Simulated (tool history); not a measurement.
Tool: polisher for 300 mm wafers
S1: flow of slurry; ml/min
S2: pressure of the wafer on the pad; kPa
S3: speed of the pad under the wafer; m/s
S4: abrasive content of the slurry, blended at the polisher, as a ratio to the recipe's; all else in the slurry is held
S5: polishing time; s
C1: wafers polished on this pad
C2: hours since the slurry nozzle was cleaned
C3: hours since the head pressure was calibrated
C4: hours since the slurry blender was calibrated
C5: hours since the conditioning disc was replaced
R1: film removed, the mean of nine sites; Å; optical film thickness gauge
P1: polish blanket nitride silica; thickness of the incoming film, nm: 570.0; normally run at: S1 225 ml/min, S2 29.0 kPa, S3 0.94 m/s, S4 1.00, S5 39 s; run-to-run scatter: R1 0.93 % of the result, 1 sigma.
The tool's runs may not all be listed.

{"run": 1, "hour": 3.2, "S1": 225, "S2": 29.0, "S3": 0.94, "S4": 1.0, "S5": 39, "C1": 935, "C2": 94.2, "C3": 1091.0, "C4": 297.7, "C5": 92.0, "R1": 239.72}
{"run": 2, "hour": 7.6, "S1": 225, "S2": 41.4, "S3": 0.94, "S4": 1.0, "S5": 39, "C1": 990, "C2": 98.6, "C3": 1095.4, "C4": 302.1, "C5": 96.4, "R1": 340.79}
{"run": 3, "hour": 10.1, "S1": 225, "S2": 29.0, "S3": 0.94, "S4": 1.35, "S5": 39, "C1": 1021, "C2": 101.1, "C3": 1097.9, "C4": 304.6, "C5": 98.9, "R1": 266.98}
{"run": 4, "hour": 12.5, "S1": 225, "S2": 29.0, "S3": 0.94, "S4": 1.0, "S5": 60, "C1": 1051, "C2": 103.5, "C3": 1100.3, "C4": 307.0, "C5": 101.3, "R1": 365.62}
{"run": 5, "hour": 17.0, "S1": 225, "S2": 29.0, "S3": 0.94, "S4": 0.5, "S5": 39, "C1": 1107, "C2": 108.0, "C3": 1104.8, "C4": 311.5, "C5": 105.8, "R1": 161.54}
{"run": 6, "hour": 20.4, "S1": 225, "S2": 29.0, "S3": 0.94, "S4": 1.0, "S5": 18, "C1": 1150, "C2": 111.4, "C3": 1108.2, "C4": 314.9, "C5": 109.2, "R1": 109.34}
{"hour": 22.6, "done": "slurry nozzle cleaned"}
{"run": 7, "hour": 25.0, "S1": 225, "S2": 29.0, "S3": 0.42, "S4": 1.0, "S5": 39, "C1": 1207, "C2": 2.5, "C3": 1112.8, "C4": 319.5, "C5": 113.8, "R1": 124.18}
{"run": 8, "hour": 28.7, "S1": 225, "S2": 29.0, "S3": 1.36, "S4": 1.0, "S5": 39, "C1": 1253, "C2": 6.2, "C3": 1116.5, "C4": 323.2, "C5": 117.5, "R1": 315.55}
{"run": 9, "hour": 32.5, "S1": 225, "S2": 18.6, "S3": 0.94, "S4": 1.0, "S5": 39, "C1": 1301, "C2": 10.0, "C3": 1120.3, "C4": 327.0, "C5": 121.3, "R1": 151.89}
{"run": 10, "hour": 36.6, "S1": 225, "S2": 29.0, "S3": 0.94, "S4": 1.0, "S5": 39, "C1": 1352, "C2": 14.1, "C3": 1124.4, "C4": 331.1, "C5": 125.4, "R1": 236.37}
{"run": 11, "hour": 40.5, "S1": 135, "S2": 29.0, "S3": 0.94, "S4": 1.0, "S5": 39, "C1": 1401, "C2": 18.0, "C3": 1128.3, "C4": 335.0, "C5": 129.3, "R1": 218.96}
{"run": 12, "hour": 44.8, "S1": 325, "S2": 20.0, "S3": 0.94, "S4": 1.0, "S5": 39, "C1": 1454, "C2": 22.3, "C3": 1132.6, "C4": 339.3, "C5": 133.6, "R1": 168.76}
{"run": 13, "hour": 49.0, "S1": 225, "S2": 29.0, "S3": 0.94, "S4": 1.25, "S5": 24, "C1": 1507, "C2": 26.5, "C3": 1136.8, "C4": 343.5, "C5": 137.8, "R1": 161.21}
{"run": 14, "hour": 53.6, "S1": 225, "S2": 29.0, "S3": 0.94, "S4": 1.0, "S5": 39, "C1": 1564, "C2": 31.1, "C3": 1141.4, "C4": 348.1, "C5": 142.4, "R1": 236.74}
{"run": 15, "hour": 56.1, "S1": 310, "S2": 29.0, "S3": 0.94, "S4": 1.0, "S5": 39, "C1": 1595, "C2": 33.6, "C3": 1143.9, "C4": 350.6, "C5": 144.9, "R1": 247.48}
{"run": 16, "hour": 59.7, "S1": 225, "S2": 29.0, "S3": 0.94, "S4": 1.0, "S5": 39, "C1": 1640, "C2": 37.2, "C3": 1147.5, "C4": 354.2, "C5": 148.5, "R1": 236.83}
{"run": 17, "hour": 63.1, "S1": 225, "S2": 29.0, "S3": 0.94, "S4": 1.0, "S5": 39, "C1": 1683, "C2": 40.6, "C3": 1150.9, "C4": 357.6, "C5": 151.9, "R1": 238.85}
{"run": 18, "hour": 67.7, "S1": 225, "S2": 29.0, "S3": 0.94, "S4": 1.0, "S5": 39, "C1": 1740, "C2": 45.2, "C3": 1155.5, "C4": 362.2, "C5": 156.5, "R1": 229.17}
{"run": 19, "hour": 70.6, "S1": 225, "S2": 29.0, "S3": 0.94, "S4": 1.0, "S5": 39, "C1": 1776, "C2": 48.1, "C3": 1158.4, "C4": 365.1, "C5": 159.4, "R1": 225.02}

The next listed run, before its measurement:
{"run": 20, "hour": 73.8, "S1": 225, "S2": 29.0, "S3": 0.94, "S4": 1.0, "S5": 39, "C1": 1816, "C2": 51.3, "C3": 1161.6, "C4": 368.3, "C5": 162.6, "R1": "?"}

R1: 223.85 Å
